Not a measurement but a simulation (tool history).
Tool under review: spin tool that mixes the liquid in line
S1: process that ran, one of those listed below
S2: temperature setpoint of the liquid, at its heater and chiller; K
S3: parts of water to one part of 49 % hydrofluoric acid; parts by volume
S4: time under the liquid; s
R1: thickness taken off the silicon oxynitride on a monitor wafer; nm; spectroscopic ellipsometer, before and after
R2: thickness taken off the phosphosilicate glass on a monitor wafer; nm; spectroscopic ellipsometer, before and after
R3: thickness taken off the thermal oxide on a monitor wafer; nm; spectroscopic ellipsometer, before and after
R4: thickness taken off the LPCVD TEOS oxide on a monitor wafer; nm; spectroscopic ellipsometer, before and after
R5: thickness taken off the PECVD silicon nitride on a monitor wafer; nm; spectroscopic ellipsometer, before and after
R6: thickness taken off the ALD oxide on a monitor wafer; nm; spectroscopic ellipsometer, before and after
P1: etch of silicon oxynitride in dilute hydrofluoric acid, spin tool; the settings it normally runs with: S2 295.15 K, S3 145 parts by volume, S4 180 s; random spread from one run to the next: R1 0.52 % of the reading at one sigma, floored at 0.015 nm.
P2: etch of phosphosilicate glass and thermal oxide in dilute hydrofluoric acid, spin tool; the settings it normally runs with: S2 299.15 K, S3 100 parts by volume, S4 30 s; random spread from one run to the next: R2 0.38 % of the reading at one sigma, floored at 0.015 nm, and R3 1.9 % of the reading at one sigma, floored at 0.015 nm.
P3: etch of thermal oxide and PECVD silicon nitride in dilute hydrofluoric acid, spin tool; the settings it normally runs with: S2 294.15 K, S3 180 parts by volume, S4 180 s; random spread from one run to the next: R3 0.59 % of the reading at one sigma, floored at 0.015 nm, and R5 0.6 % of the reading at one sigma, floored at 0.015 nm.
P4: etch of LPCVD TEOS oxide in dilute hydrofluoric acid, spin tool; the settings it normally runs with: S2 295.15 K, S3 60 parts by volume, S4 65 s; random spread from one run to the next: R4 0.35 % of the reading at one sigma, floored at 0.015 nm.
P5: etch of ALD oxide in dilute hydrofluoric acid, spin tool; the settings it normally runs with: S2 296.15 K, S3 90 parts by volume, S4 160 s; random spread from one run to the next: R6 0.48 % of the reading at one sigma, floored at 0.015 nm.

Run 1, hour 10.4: S1 P1, S2 295.15 K, S3 145 parts by volume, S4 180 s. Result: R1 4.4625 nm.
Run 2, hour 21.5: S1 P1, S2 295.15 K, S3 145 parts by volume, S4 180 s. Result: R1 4.4651 nm.
Run 3, hour 34.4: S1 P2, S2 299.15 K, S3 100 parts by volume, S4 30 s. Result: R2 41.066 nm, R3 1.5233 nm.
Run 4, hour 49.2: S1 P1, S2 295.15 K, S3 205 parts by volume, S4 180 s. Result: R1 3.0408 nm.
Run 5, hour 58.2: S1 P1, S2 295.15 K, S3 145 parts by volume, S4 75 s. Result: R1 1.864 nm.
Run 6, hour 73.4: S1 P4, S2 290.15 K, S3 60 parts by volume, S4 65 s. Result: R4 16.714 nm.
Run 7, hour 86.2: S1 P1, S2 295.15 K, S3 50 parts by volume, S4 180 s. Result: R1 13.976 nm.
Run 8, hour 100.9: S1 P1, S2 295.15 K, S3 145 parts by volume, S4 275 s. Result: R1 6.9017 nm.
Run 9, hour 108.8: S1 P3, S2 294.15 K, S3 300 parts by volume, S4 180 s. Result: R3 2.1017 nm, R5 2.9343 nm.
Run 10, hour 119.2: S1 P3, S2 294.15 K, S3 180 parts by volume, S4 90 s. Result: R3 1.9742 nm, R5 2.3928 nm.
Run 11, hour 133.7: S1 P2, S2 299.15 K, S3 100 parts by volume, S4 30 s. Result: R2 40.953 nm, R3 1.4883 nm.
Run 12, hour 141.7: S1 P5, S2 296.15 K, S3 90 parts by volume, S4 160 s. Result: R6 46.231 nm.
Run 13, hour 151.2: S1 P4, S2 295.15 K, S3 60 parts by volume, S4 105 s. Result: R4 33.602 nm.
Run 14, hour 160.7: S1 P1, S2 290.65 K, S3 35 parts by volume, S4 180 s. Result: R1 16.001 nm.
Run 15, hour 172.7: S1 P5, S2 296.15 K, S3 90 parts by volume, S4 30 s. Result: R6 8.6319 nm.
Run 16, hour 186.3: S1 P1, S2 295.15 K, S3 145 parts by volume, S4 180 s. Result: R1 4.458 nm.
Run 17, hour 195.7: S1 P2, S2 299.15 K, S3 100 parts by volume, S4 15 s. Result: R2 20.426 nm, R3 0.7094 nm.
Run 18, hour 204.3: S1 P1, S2 299.15 K, S3 85 parts by volume, S4 180 s. Result: R1 9.6271 nm.
Run 19, hour 214.4: S1 P1, S2 300.15 K, S3 145 parts by volume, S4 180 s. Result: R1 5.6018 nm.
Run 20, hour 223: S1 P1, S2 295.15 K, S3 225 parts by volume, S4 300 s. Result: R1 4.5282 nm.
Run 21, hour 235.6: S1 P1, S2 295.15 K, S3 145 parts by volume, S4 180 s. Result: R1 4.4477 nm.
Run 22, hour 249.1: S1 P5, S2 292.15 K, S3 90 parts by volume, S4 160 s. Result: R6 39.495 nm.

Expected results for the next run?
Run 23, hour 261.4: S1 P4, S2 295.15 K, S3 105 parts by volume, S4 65 s. Result: R4 ?.

{"run 23": {"R4": 11.201}}

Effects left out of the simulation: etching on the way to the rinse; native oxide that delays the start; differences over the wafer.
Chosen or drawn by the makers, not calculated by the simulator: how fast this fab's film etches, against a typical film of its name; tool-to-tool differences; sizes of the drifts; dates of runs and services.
